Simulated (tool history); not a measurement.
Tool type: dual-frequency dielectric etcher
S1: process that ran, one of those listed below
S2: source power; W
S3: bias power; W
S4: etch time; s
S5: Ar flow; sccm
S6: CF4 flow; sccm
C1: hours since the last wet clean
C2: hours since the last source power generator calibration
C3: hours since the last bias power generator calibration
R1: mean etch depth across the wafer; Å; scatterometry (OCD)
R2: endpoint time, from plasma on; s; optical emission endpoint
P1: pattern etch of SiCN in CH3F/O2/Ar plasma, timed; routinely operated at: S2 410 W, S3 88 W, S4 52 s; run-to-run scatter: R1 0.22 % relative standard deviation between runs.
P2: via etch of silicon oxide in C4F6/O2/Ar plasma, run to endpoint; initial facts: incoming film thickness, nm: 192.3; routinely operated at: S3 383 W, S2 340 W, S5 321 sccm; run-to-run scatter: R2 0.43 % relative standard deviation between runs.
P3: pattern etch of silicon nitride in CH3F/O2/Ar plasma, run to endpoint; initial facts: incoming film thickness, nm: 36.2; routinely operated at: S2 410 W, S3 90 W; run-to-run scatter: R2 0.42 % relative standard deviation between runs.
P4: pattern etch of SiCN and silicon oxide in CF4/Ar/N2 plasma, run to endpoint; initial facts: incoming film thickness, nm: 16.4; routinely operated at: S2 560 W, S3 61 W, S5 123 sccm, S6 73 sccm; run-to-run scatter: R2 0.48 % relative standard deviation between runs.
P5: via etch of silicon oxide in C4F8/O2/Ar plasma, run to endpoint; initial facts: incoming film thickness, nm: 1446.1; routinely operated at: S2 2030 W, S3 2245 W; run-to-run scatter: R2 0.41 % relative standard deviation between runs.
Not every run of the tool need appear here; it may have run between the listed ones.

run   hour  S1    S2    S3    S4   S5   S6     C1      C2     C3      R1      R2
  1    6.4  P1   410    88    52              307  1416.1    424  219.07
  2     10  P5  2030  1589                  310.6  1419.7  427.6          303.45
  3   17.1  P4   560    61        123   73  317.7  1426.8  434.7          16.764
  4   21.3  P2   340   309        321       321.9    1431  438.9          53.337
  5   26.5  P1   410    88  75.5            327.1  1436.2  444.1   319.5
  6   31.8  P2   340   383        428       332.4  1441.5  449.4          51.204
  7   35.4  P5  2030  2245                    336  1445.1    453          273.83
  8     39  P1   410    88    52            339.6  1448.7  456.6  220.93
  9   42.9  P1   410    88    30            343.5  1452.6  460.5  126.79
 10   49.6  P1   500   114    52            350.2  1459.3  467.2  260.26
 11   53.4  P4   560    61        123  102    354  1463.1    471          15.819
 12   57.1  P2   340   383        321       357.7  1466.8  474.7          49.455
 13   63.8  P1   300    88    52            364.4  1473.5  481.4  195.42
 14   68.7  P1   550    88    52            369.3  1478.4  486.3  244.87
 15   75.2  P4   370    61        123   73  375.8  1484.9  492.8          24.436
 16   81.3  P1   520    88  69.5            381.9    1491  498.9  321.68
 17   87.1  P1   280    88  28.5            387.7  1496.8  504.7  104.26
 18   93.3  P1   410    58    52            393.9    1503  510.9  188.57
 19   97.7  P1   410    88    52            398.3  1507.4  515.3   219.8
 20  102.1  P1   410   112    52            402.7  1511.8  519.7  240.21
 21  107.9  P4   560    61        123   73  408.5  1517.6  525.5          16.883
 22  112.3  P3   570    90                  412.9    1522  529.9          42.358
 23    118  P3   410    70                  418.6  1527.7  535.6          52.555
 24  125.2  P4   560    61         87   73  425.8  1534.9  542.8          15.891
 25  128.9  P4   560    82        123   73  429.5  1538.6  546.5          15.111
 26  135.7  P1   410    88    52            436.3  1545.4  553.3  219.56
 27  142.4  P3   410    90                    443  1552.1    560          47.858
 28  146.9  P2   270   383        321       447.5  1556.6  564.5          53.883
 29  153.6  P5  2530  2245                  454.2  1563.3  571.2          251.87
 30  158.3  P2   340   383        321       458.9    1568  575.9          49.416
 31  163.4  P1   410    88    52              464  1573.1    581  219.28
 32    168  P1   410    88    52            468.6  1577.7  585.6   218.5
 33  172.1  P1   410    88    52            472.7  1581.8  589.7  217.82
 34  176.4  P1   410    88    52              477  1586.1    594  217.85
 35  181.9  P1   410    88    52            482.5  1591.6  599.5  216.89
 36    188  P1   410    88    52            488.6  1597.7  605.6  216.88
 37  193.1  P1   410    88    52            493.7  1602.8  610.7  216.12
     194.2  -- wet clean of the chamber
 38  198.7  P1   410    88    52              4.6  1608.4  616.3  216.25
 39  204.9  P1   410    88    52             10.8  1614.6  622.5  216.09
 40  209.5  P1   410    88    52             15.4  1619.2  627.1  216.21
 41  213.6  P1   410    88    52             19.5  1623.3  631.2  216.25
 42  216.8  P1   410    88    52             22.7  1626.5  634.4  215.72

P1 no longer gives what it gave before; its output has crept away from where it was. The following 2 causes, each at its listed size, fit the log equally well:
A: bias power that arrives under what is set, % = 4.8
B: source power that arrives under what is set, % = 4.73
The creep began at about hour 163.4.
Each remaining cause and why it is not a fit:
chamber walls in a state that lowers the etch rate, %: maintenance at hour 194.2, after the shift began, did not return the process to its former output

You are offered 4 check runs, listed below with question marks in place of their results; each one averages 2 wafers. Which run separates the listed causes by giving clearly different results for each?
check 1   220  P2   280   383      427                        ?
check 2   220  P4   560    78      123  101                   ?
check 3   220  P5  2370  1748                                 ?
check 4   220  P3   510    72                                 ?

Check results expected under each cause:
  check  result    if A    if B
check 1      R2  55.924  55.926
check 2      R2  14.963  15.369
check 3      R2  281.26  283.01
check 4      R2  48.717  48.816
Smallest distance between any two causes, each pair judged by its most separating result, in per cent: check 1 0 %; check 2 2.67 %; check 3 0.62 %; check 4 0.2 %
The other checks would show nearly matching results whichever cause is true, so check 2 is the only one that separates the causes.

Running check 2 produced the following: R2 14.997 s. Which one of the listed causes fits?

Of the candidate causes, it is A: bias power that arrives under what is set, %.
